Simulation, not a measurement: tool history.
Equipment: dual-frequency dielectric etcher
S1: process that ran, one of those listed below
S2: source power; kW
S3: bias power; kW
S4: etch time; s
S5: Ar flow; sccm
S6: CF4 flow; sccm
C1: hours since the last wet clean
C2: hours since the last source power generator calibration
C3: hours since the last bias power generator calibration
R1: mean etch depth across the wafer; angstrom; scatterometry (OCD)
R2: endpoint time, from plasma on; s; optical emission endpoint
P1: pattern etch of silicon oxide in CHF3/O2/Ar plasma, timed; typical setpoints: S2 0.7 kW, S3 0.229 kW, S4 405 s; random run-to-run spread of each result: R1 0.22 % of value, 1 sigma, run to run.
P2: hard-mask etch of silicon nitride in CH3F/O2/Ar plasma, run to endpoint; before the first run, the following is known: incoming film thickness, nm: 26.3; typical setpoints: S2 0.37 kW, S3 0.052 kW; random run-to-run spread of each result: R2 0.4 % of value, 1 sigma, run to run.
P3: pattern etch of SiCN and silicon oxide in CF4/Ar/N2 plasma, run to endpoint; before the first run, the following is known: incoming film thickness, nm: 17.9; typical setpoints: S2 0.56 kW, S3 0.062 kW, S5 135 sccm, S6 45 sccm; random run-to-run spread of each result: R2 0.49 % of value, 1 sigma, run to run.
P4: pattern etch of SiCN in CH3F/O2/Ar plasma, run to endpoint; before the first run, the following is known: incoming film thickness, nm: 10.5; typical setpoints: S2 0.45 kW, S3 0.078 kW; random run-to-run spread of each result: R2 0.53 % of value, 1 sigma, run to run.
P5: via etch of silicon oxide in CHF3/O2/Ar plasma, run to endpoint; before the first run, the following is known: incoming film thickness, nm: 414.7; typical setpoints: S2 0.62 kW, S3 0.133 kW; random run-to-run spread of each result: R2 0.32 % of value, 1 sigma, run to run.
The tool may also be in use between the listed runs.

| run | hour | S1 | S2 | S3 | S4 | S5 | S6 | C1 | C2 | C3 | R1 | R2 |
|---|---|---|---|---|---|---|---|---|---|---|---|---|
| 1 | 1.9 | P1 | 0.7 | 0.229 | 405 |  |  | 164 | 1198.1 | 1638.7 | 9217.7 |  |
| 2 | 6.1 | P2 | 0.37 | 0.052 |  |  |  | 168.2 | 1202.3 | 1642.9 |  | 43.03 |
| 3 | 9.9 | P4 | 0.45 | 0.078 |  |  |  | 172 | 1206.1 | 1646.7 |  | 27.267 |
| 4 | 13.7 | P2 | 0.5 | 0.052 |  |  |  | 175.8 | 1209.9 | 1650.5 |  | 37.989 |
| 5 | 16.4 | P5 | 0.62 | 0.133 |  |  |  | 178.5 | 1212.6 | 1653.2 |  | 229.5 |
| 6 | 18.8 | P2 | 0.37 | 0.033 |  |  |  | 180.9 | 1215 | 1655.6 |  | 49.568 |
| 7 | 21.2 | P5 | 0.62 | 0.08 |  |  |  | 183.3 | 1217.4 | 1658 |  | 265.71 |
| 8 | 25.2 | P2 | 0.37 | 0.052 |  |  |  | 187.3 | 1221.4 | 1662 |  | 42.886 |
| 9 | 28.3 | P1 | 0.7 | 0.149 | 405 |  |  | 190.4 | 1224.5 | 1665.1 | 7983.7 |  |
| 10 | 30.5 | P3 | 0.56 | 0.062 |  | 135 | 45 | 192.6 | 1226.7 | 1667.3 |  | 21.202 |
| 11 | 34.9 | P1 | 0.7 | 0.288 | 405 |  |  | 197 | 1231.1 | 1671.7 | 9980.8 |  |
| 12 | 37.2 | P1 | 0.57 | 0.3 | 405 |  |  | 199.3 | 1233.4 | 1674 | 9419.5 |  |
| 13 | 39.7 | P1 | 0.7 | 0.229 | 223 |  |  | 201.8 | 1235.9 | 1676.5 | 5059.1 |  |
| 14 | 42.3 | P1 | 0.7 | 0.229 | 405 |  |  | 204.4 | 1238.5 | 1679.1 | 9238.8 |  |
| 15 | 45.4 | P4 | 0.63 | 0.078 |  |  |  | 207.5 | 1241.6 | 1682.2 |  | 23.925 |
| 16 | 49.1 | P1 | 0.7 | 0.229 | 405 |  |  | 211.2 | 1245.3 | 1685.9 | 9211.5 |  |
| 17 | 51.3 | P3 | 0.56 | 0.062 |  | 135 | 58 | 213.4 | 1247.5 | 1688.1 |  | 20.231 |
| 18 | 54.7 | P1 | 0.7 | 0.229 | 405 |  |  | 216.8 | 1250.9 | 1691.5 | 9206.8 |  |
| 19 | 58.9 | P3 | 0.56 | 0.062 |  | 103 | 45 | 221 | 1255.1 | 1695.7 |  | 20.203 |
| 20 | 62.1 | P1 | 0.96 | 0.229 | 405 |  |  | 224.2 | 1258.3 | 1698.9 | 10404 |  |
|  | 62.9 | wet clean of the chamber |
| 21 | 64.4 | P4 | 0.45 | 0.048 |  |  |  | 1.6 | 1260.6 | 1701.2 |  | 31.813 |
| 22 | 68.1 | P3 | 0.56 | 0.062 |  | 135 | 45 | 5.3 | 1264.3 | 1704.9 |  | 21.09 |
|  | 69 | source power generator calibrated |
| 23 | 70.7 | P3 | 0.72 | 0.062 |  | 135 | 45 | 7.9 | 1.7 | 1707.5 |  | 17.008 |
| 24 | 74.7 | P1 | 0.7 | 0.229 | 516.5 |  |  | 11.9 | 5.7 | 1711.5 | 11785 |  |
|  | 75 | bias power generator calibrated |
| 25 | 78.4 | P5 | 0.38 | 0.133 |  |  |  | 15.6 | 9.4 | 3.5 |  | 277.07 |
| 26 | 82 | P3 | 0.56 | 0.043 |  | 135 | 45 | 19.2 | 13 | 7.1 |  | 24.176 |
| 27 | 85.3 | P1 | 0.51 | 0.229 | 405 |  |  | 22.5 | 16.3 | 10.4 | 8177.9 |  |
| 28 | 88.3 | P1 | 0.7 | 0.229 | 405 |  |  | 25.5 | 19.3 | 13.4 | 9234.5 |  |
| 29 | 92.6 | P1 | 0.7 | 0.229 | 405 |  |  | 29.8 | 23.6 | 17.7 | 9104.3 |  |
| 30 | 94.8 | P1 | 0.7 | 0.229 | 405 |  |  | 32 | 25.8 | 19.9 | 9132.6 |  |
| 31 | 97 | P1 | 0.7 | 0.229 | 405 |  |  | 34.2 | 28 | 22.1 | 9103.8 |  |
| 32 | 99.6 | P1 | 0.7 | 0.229 | 405 |  |  | 36.8 | 30.6 | 24.7 | 9138 |  |
| 33 | 103.3 | P1 | 0.7 | 0.229 | 405 |  |  | 40.5 | 34.3 | 28.4 | 9074.2 |  |
|  | 105.5 | wet clean of the chamber |
| 34 | 106.3 | P1 | 0.7 | 0.229 | 405 |  |  | 0.8 | 37.3 | 31.4 | 9051 |  |
| 35 | 110 | P1 | 0.7 | 0.229 | 405 |  |  | 4.5 | 41 | 35.1 | 9070 |  |
| 36 | 113.1 | P1 | 0.7 | 0.229 | 405 |  |  | 7.6 | 44.1 | 38.2 | 9090.6 |  |

The output of P1 has drifted from where it used to be. Each of the 2 causes below, taken at the size shown beside it, accounts for the log equally well:
A: bias power that arrives under what is set, % = 4.69
B: source power that arrives under what is set, % = 4.31
The creep began at about hour 88.3.
The rest of the possible causes, and what rules out each one:
chamber walls in a state that lowers the etch rate, %: was serviced at hour 105.5, once the creep was under way, yet the earlier output never came back

You are offered 4 check runs, listed below with question marks in place of their results; each one averages 3 wafers. Which run separates the listed causes by giving clearly different results for each?
| check 1 | 116.2 | P2 | 0.46 | 0.038 |  |  |  |  |  |  |  | ? |
| check 2 | 116.2 | P5 | 0.39 | 0.095 |  |  |  |  |  |  |  | ? |
| check 3 | 116.2 | P4 | 0.56 | 0.063 |  |  |  |  |  |  |  | ? |
| check 4 | 116.2 | P3 | 0.56 | 0.049 |  | 111 | 45 |  |  |  |  | ? |

Outcome of each check run for each possible cause:
| check | result | if A | if B |
|---|---|---|---|
| check 1 | R2 | 44.061 | 44.24 |
| check 2 | R2 | 309.54 | 310.47 |
| check 3 | R2 | 27.362 | 27.388 |
| check 4 | R2 | 22.455 | 22.976 |
How far apart the two closest causes lie, in the result that separates them most: check 1 0.41 %; check 2 0.3 %; check 3 0.09 %; check 4 2.3 %
Check 4 is the one run that separates the causes; every other check would come out nearly the same whichever cause is at work.

After running check 4, the following was obtained: R2 23.053 s. Which cause does this point to?

The cause is B: source power that arrives under what is set, %.

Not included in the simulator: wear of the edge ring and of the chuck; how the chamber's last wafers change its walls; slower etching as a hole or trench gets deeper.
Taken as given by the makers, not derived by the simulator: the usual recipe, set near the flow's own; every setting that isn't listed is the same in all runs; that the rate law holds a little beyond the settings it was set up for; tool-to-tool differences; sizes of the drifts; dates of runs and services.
